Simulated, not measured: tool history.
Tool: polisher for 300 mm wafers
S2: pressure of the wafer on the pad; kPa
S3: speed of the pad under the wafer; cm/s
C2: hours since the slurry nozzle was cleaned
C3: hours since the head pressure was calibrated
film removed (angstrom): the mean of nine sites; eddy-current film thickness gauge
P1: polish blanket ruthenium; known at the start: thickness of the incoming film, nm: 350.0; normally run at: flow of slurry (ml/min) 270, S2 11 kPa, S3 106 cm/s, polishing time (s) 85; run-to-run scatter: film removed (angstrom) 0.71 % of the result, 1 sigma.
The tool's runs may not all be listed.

{"run": 1, "hour": 10.6, "flow of slurry (ml/min)": 270, "S2": 11, "S3": 106, "polishing time (s)": 85, "wafers polished on this pad": 785, "C2": 565.6, "C3": 289.3, "film removed (angstrom)": 820.13}
{"run": 2, "hour": 17.2, "flow of slurry (ml/min)": 160, "S2": 11, "S3": 106, "polishing time (s)": 85, "wafers polished on this pad": 821, "C2": 572.2, "C3": 295.9, "film removed (angstrom)": 766.94}
{"run": 3, "hour": 26.9, "flow of slurry (ml/min)": 160, "S2": 8.3, "S3": 106, "polishing time (s)": 85, "wafers polished on this pad": 874, "C2": 581.9, "C3": 305.6, "film removed (angstrom)": 573.91}
{"run": 4, "hour": 37.1, "flow of slurry (ml/min)": 270, "S2": 17.2, "S3": 106, "polishing time (s)": 85, "wafers polished on this pad": 931, "C2": 592.1, "C3": 315.8, "film removed (angstrom)": 1271.4}
{"run": 5, "hour": 44.8, "flow of slurry (ml/min)": 270, "S2": 11, "S3": 64, "polishing time (s)": 85, "wafers polished on this pad": 973, "C2": 599.8, "C3": 323.5, "film removed (angstrom)": 495.41}
{"run": 6, "hour": 55.9, "flow of slurry (ml/min)": 270, "S2": 11, "S3": 106, "polishing time (s)": 85, "wafers polished on this pad": 1034, "C2": 610.9, "C3": 334.6, "film removed (angstrom)": 811.26}
{"run": 7, "hour": 67.1, "flow of slurry (ml/min)": 270, "S2": 11, "S3": 106, "polishing time (s)": 85, "wafers polished on this pad": 1096, "C2": 622.1, "C3": 345.8, "film removed (angstrom)": 820.39}
{"run": 8, "hour": 78.3, "flow of slurry (ml/min)": 270, "S2": 11, "S3": 132, "polishing time (s)": 63, "wafers polished on this pad": 1157, "C2": 633.3, "C3": 357, "film removed (angstrom)": 758.87}
{"hour": 82.9, "done": "head pressure recalibrated"}
{"run": 9, "hour": 86.2, "flow of slurry (ml/min)": 270, "S2": 11, "S3": 106, "polishing time (s)": 85, "wafers polished on this pad": 1201, "C2": 641.2, "C3": 3.3, "film removed (angstrom)": 818.82}
{"run": 10, "hour": 92.1, "flow of slurry (ml/min)": 270, "S2": 11, "S3": 106, "polishing time (s)": 85, "wafers polished on this pad": 1233, "C2": 647.1, "C3": 9.2, "film removed (angstrom)": 818.36}
{"run": 11, "hour": 98.6, "flow of slurry (ml/min)": 270, "S2": 11, "S3": 106, "polishing time (s)": 85, "wafers polished on this pad": 1269, "C2": 653.6, "C3": 15.7, "film removed (angstrom)": 818.49}
{"run": 12, "hour": 107.0, "flow of slurry (ml/min)": 270, "S2": 11, "S3": 168, "polishing time (s)": 85, "wafers polished on this pad": 1315, "C2": 662, "C3": 24.1, "film removed (angstrom)": 1293.4}
{"run": 13, "hour": 115.2, "flow of slurry (ml/min)": 185, "S2": 11, "S3": 106, "polishing time (s)": 53, "wafers polished on this pad": 1360, "C2": 670.2, "C3": 32.3, "film removed (angstrom)": 482.81}
{"run": 14, "hour": 123.2, "flow of slurry (ml/min)": 420, "S2": 11, "S3": 106, "polishing time (s)": 85, "wafers polished on this pad": 1404, "C2": 678.2, "C3": 40.3, "film removed (angstrom)": 850.31}
{"run": 15, "hour": 133.4, "flow of slurry (ml/min)": 270, "S2": 11, "S3": 106, "polishing time (s)": 131, "wafers polished on this pad": 1461, "C2": 688.4, "C3": 50.5, "film removed (angstrom)": 1255}
{"run": 16, "hour": 142.8, "flow of slurry (ml/min)": 270, "S2": 11, "S3": 106, "polishing time (s)": 47, "wafers polished on this pad": 1512, "C2": 697.8, "C3": 59.9, "film removed (angstrom)": 452.22}
{"run": 17, "hour": 148.8, "flow of slurry (ml/min)": 270, "S2": 6.9, "S3": 106, "polishing time (s)": 85, "wafers polished on this pad": 1545, "C2": 703.8, "C3": 65.9, "film removed (angstrom)": 513.91}
{"run": 18, "hour": 154.0, "flow of slurry (ml/min)": 270, "S2": 11, "S3": 106, "polishing time (s)": 85, "wafers polished on this pad": 1574, "C2": 709, "C3": 71.1, "film removed (angstrom)": 809.04}
{"run": 19, "hour": 159.3, "flow of slurry (ml/min)": 270, "S2": 11, "S3": 106, "polishing time (s)": 85, "wafers polished on this pad": 1603, "C2": 714.3, "C3": 76.4, "film removed (angstrom)": 816.56}
{"run": 20, "hour": 169.9, "flow of slurry (ml/min)": 270, "S2": 11, "S3": 106, "polishing time (s)": 85, "wafers polished on this pad": 1662, "C2": 724.9, "C3": 87, "film removed (angstrom)": 799.44}
{"run": 21, "hour": 177.7, "flow of slurry (ml/min)": 270, "S2": 11, "S3": 106, "polishing time (s)": 85, "wafers polished on this pad": 1704, "C2": 732.7, "C3": 94.8, "film removed (angstrom)": 788.43}
{"hour": 181.2, "done": "worn pad replaced by a new one"}
{"run": 22, "hour": 186.6, "flow of slurry (ml/min)": 270, "S2": 11, "S3": 106, "polishing time (s)": 85, "wafers polished on this pad": 30, "C2": 741.6, "C3": 103.7, "film removed (angstrom)": 779.55}
{"run": 23, "hour": 193.6, "flow of slurry (ml/min)": 270, "S2": 11, "S3": 106, "polishing time (s)": 85, "wafers polished on this pad": 68, "C2": 748.6, "C3": 110.7, "film removed (angstrom)": 796.19}
{"run": 24, "hour": 199.5, "flow of slurry (ml/min)": 270, "S2": 11, "S3": 106, "polishing time (s)": 85, "wafers polished on this pad": 101, "C2": 754.5, "C3": 116.6, "film removed (angstrom)": 779.2}
{"run": 25, "hour": 208.8, "flow of slurry (ml/min)": 270, "S2": 11, "S3": 106, "polishing time (s)": 85, "wafers polished on this pad": 152, "C2": 763.8, "C3": 125.9, "film removed (angstrom)": 787.07}
{"run": 26, "hour": 216.8, "flow of slurry (ml/min)": 270, "S2": 11, "S3": 106, "polishing time (s)": 85, "wafers polished on this pad": 196, "C2": 771.8, "C3": 133.9, "film removed (angstrom)": 787.48}

What P1 gives has crept away from where it was. These 2 causes fit the log equally well, each at the size given:
A: slurry flow missing at the pad, % = 30.5
B: head's pressure below its setpoint, % = 4.25
The creep began at about hour 159.3.
Why every other cause is out:
removal rate lost through wear of the pad, %: serviced at hour 181.2, which brought nothing back

4 check runs are offered, each on 5 wafers whose results are averaged, their results left as question marks. Which one tells the causes apart?
{"run": "check 1", "hour": 224.8, "flow of slurry (ml/min)": 160, "S2": 11, "S3": 106, "polishing time (s)": 117, "film removed (angstrom)": "?"}
{"run": "check 2", "hour": 224.8, "flow of slurry (ml/min)": 270, "S2": 11, "S3": 160, "polishing time (s)": 119, "film removed (angstrom)": "?"}
{"run": "check 3", "hour": 224.8, "flow of slurry (ml/min)": 270, "S2": 7.6, "S3": 106, "polishing time (s)": 63, "film removed (angstrom)": "?"}
{"run": "check 4", "hour": 224.8, "flow of slurry (ml/min)": 325, "S2": 11, "S3": 106, "polishing time (s)": 57, "film removed (angstrom)": "?"}

What each check would give under each cause:
check=check_1 result=film_removed_(angstrom) if_A=980.7 if_B=1007.6
check=check_2 result=film_removed_(angstrom) if_A=1655 if_B=1654.8
check=check_3 result=film_removed_(angstrom) if_A=399.07 if_B=399.02
check=check_4 result=film_removed_(angstrom) if_A=537.9 if_B=534.07
How far apart the two closest causes lie, in the result that separates them most: check 1 2.7 %; check 2 0.01 %; check 3 0.01 %; check 4 0.72 %
Check 1 tells the causes apart: in the others they would give nearly the same result.

Then check 1 was run and gave: film removed (angstrom) 976.97. Which cause is it?

It is A: slurry flow missing at the pad, %.
